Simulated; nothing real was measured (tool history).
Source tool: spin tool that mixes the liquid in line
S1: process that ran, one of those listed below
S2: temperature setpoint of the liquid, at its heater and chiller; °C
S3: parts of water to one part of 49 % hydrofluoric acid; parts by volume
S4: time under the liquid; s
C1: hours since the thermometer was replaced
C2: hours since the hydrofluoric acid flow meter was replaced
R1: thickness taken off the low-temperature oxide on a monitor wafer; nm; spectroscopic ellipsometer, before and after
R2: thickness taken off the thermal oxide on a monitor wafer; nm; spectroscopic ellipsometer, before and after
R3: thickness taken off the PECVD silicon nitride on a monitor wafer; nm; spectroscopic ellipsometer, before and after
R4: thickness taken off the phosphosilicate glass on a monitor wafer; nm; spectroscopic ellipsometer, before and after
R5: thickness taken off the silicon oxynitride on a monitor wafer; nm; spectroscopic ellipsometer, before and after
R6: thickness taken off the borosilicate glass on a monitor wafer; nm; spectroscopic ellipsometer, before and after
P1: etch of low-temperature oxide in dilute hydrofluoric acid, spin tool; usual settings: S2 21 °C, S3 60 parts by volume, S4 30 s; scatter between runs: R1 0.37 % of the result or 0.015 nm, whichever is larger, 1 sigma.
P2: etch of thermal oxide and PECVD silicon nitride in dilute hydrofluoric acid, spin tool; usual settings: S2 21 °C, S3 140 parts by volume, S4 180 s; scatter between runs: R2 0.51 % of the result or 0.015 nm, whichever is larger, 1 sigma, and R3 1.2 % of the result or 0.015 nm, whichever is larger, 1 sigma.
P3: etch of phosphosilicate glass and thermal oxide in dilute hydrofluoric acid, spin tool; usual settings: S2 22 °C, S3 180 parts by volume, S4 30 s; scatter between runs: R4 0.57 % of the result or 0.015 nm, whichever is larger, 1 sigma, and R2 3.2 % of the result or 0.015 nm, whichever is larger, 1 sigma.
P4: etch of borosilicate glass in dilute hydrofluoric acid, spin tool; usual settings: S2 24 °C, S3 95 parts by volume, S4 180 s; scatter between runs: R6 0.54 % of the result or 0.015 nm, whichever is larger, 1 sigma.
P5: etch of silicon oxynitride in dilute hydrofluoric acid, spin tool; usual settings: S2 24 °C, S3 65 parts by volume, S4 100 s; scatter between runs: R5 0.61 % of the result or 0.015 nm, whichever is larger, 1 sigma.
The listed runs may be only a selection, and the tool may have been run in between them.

run,day,S1,S2,S3,S4,C1,C2,R1,R2,R3,R4,R5,R6
1,0.521,P1,21,60,30,857.7,251.9,6.426,,,,,
2,1.062,P2,21,220,180,870.7,264.9,,2.9002,1.406,,,
3,1.496,P3,22,30,30,881.1,275.3,,4.8542,,160.09,,
4,1.871,P1,21,60,30,890.1,284.3,6.4322,,,,,
5,2.242,P1,26,60,30,899,293.2,7.8744,,,,,
6,2.762,P1,21,60,15,911.5,305.7,3.1943,,,,,
7,3.271,P2,17,140,180,923.7,317.9,,4.1988,1.6357,,,
8,3.738,P1,21,100,30,934.9,329.1,3.6623,,,,,
9,4.067,P5,24,65,160,942.8,337,,,,,7.7264,
10,4.446,P3,22,180,30,951.9,346.1,,0.70498,,22.365,,
11,4.879,P1,21,60,30,962.3,356.5,6.4244,,,,,
12,5.288,P1,21,20,15,972.1,366.3,10.094,,,,,
13,5.546,P2,21,140,180,978.3,372.5,,5.0305,2.1538,,,
14,6,P2,21,140,180,989.2,383.4,,5.0234,2.15,,,
15,6.5,P3,22,180,50,1001.2,395.4,,1.0763,,37.296,,
16,6.946,P1,21,60,45,1011.9,406.1,9.6189,,,,,
17,7.367,P1,17,60,30,1022,416.2,5.425,,,,,
18,7.7,P1,21,40,30,1030,424.2,9.8657,,,,,
19,8.188,P4,24,95,340,1041.7,435.9,,,,,,60.07
20,8.608,P5,32.5,65,100,1051.8,446,,,,,7.1341,
21,9.075,P4,24,55,180,1063,457.2,,,,,,58.376
22,9.558,P1,26.5,90,30,1074.6,468.8,5.173,,,,,
23,10.075,P1,21,30,15,1087,481.2,6.6903,,,,,
24,10.396,P2,21,140,345,1094.7,488.9,,9.5725,4.2181,,,
25,10.954,P1,21,60,30,1108.1,502.3,6.4235,,,,,
26,11.225,P4,24,95,180,1114.6,508.8,,,,,,32.533
27,11.733,P3,22,180,30,1126.8,521,,0.71016,,22.448,,
28,12.029,P4,18.5,95,180,1133.9,528.1,,,,,,25.852
29,12.383,P5,24,40,100,1142.4,536.6,,,,,7.8902,
30,12.892,P3,25.5,180,30,1154.6,548.8,,0.79273,,25.565,,
31,13.433,P5,24,65,100,1167.6,561.8,,,,,4.7789,
32,13.867,P1,21,60,30,1178,572.2,6.434,,,,,
33,14.229,P1,21,60,30,1186.7,580.9,6.656,,,,,
34,14.621,P1,21,60,30,1196.1,590.3,6.8097,,,,,
35,15.162,P1,21,60,30,1209.1,603.3,6.8783,,,,,
36,15.483,P1,21,60,30,1216.8,611,6.8951,,,,,
37,15.975,P1,21,60,30,1228.6,622.8,6.9802,,,,,
38,16.296,P1,21,60,30,1236.3,630.5,6.9173,,,,,

Something has made what P1 gives creep away from where it was; the 2 causes below, each at its own stated size, fit the log equally well:
A: hydrofluoric acid flow above the setpoint (%) = 7.58
B: liquid hotter than its thermometer reads (K) = 1.89
The creep began at about day 13.867.

Each of the check runs listed below is run on 5 wafers and reports their average, with the results left as question marks. Pick the one under which the possible causes would lead to clearly different results.
check 1,16.617,P5,31.5,65,100,,,,,,,?,
check 2,16.617,P3,22,40,30,,,,?,,?,,
check 3,16.617,P2,17,140,180,,,,?,?,,,
check 4,16.617,P4,19,95,180,,,,,,,,?

What every check run would give for each of its results, assuming each possible cause in turn:
check,result,if A,if B
check 1,R5,7.4031,7.4564
check 2,R2,3.9537,3.963
check 2,R4,127.56,127.86
check 3,R2,4.6018,4.5763
check 3,R3,1.7784,1.8855
check 4,R6,28.376,28.305
Per check, the gap between the least separated pair of causes, taken in the result that splits them most: check 1 0.72 %; check 2 0.23 %; check 3 5.85 %; check 4 0.25 %
Check 3 tells the causes apart: in the others they would give nearly the same result.

The results of check 3 are: R2 4.5847 nm; R3 1.7862 nm. Based on these, which of the listed causes is it?

The cause is A: hydrofluoric acid flow above the setpoint (%).
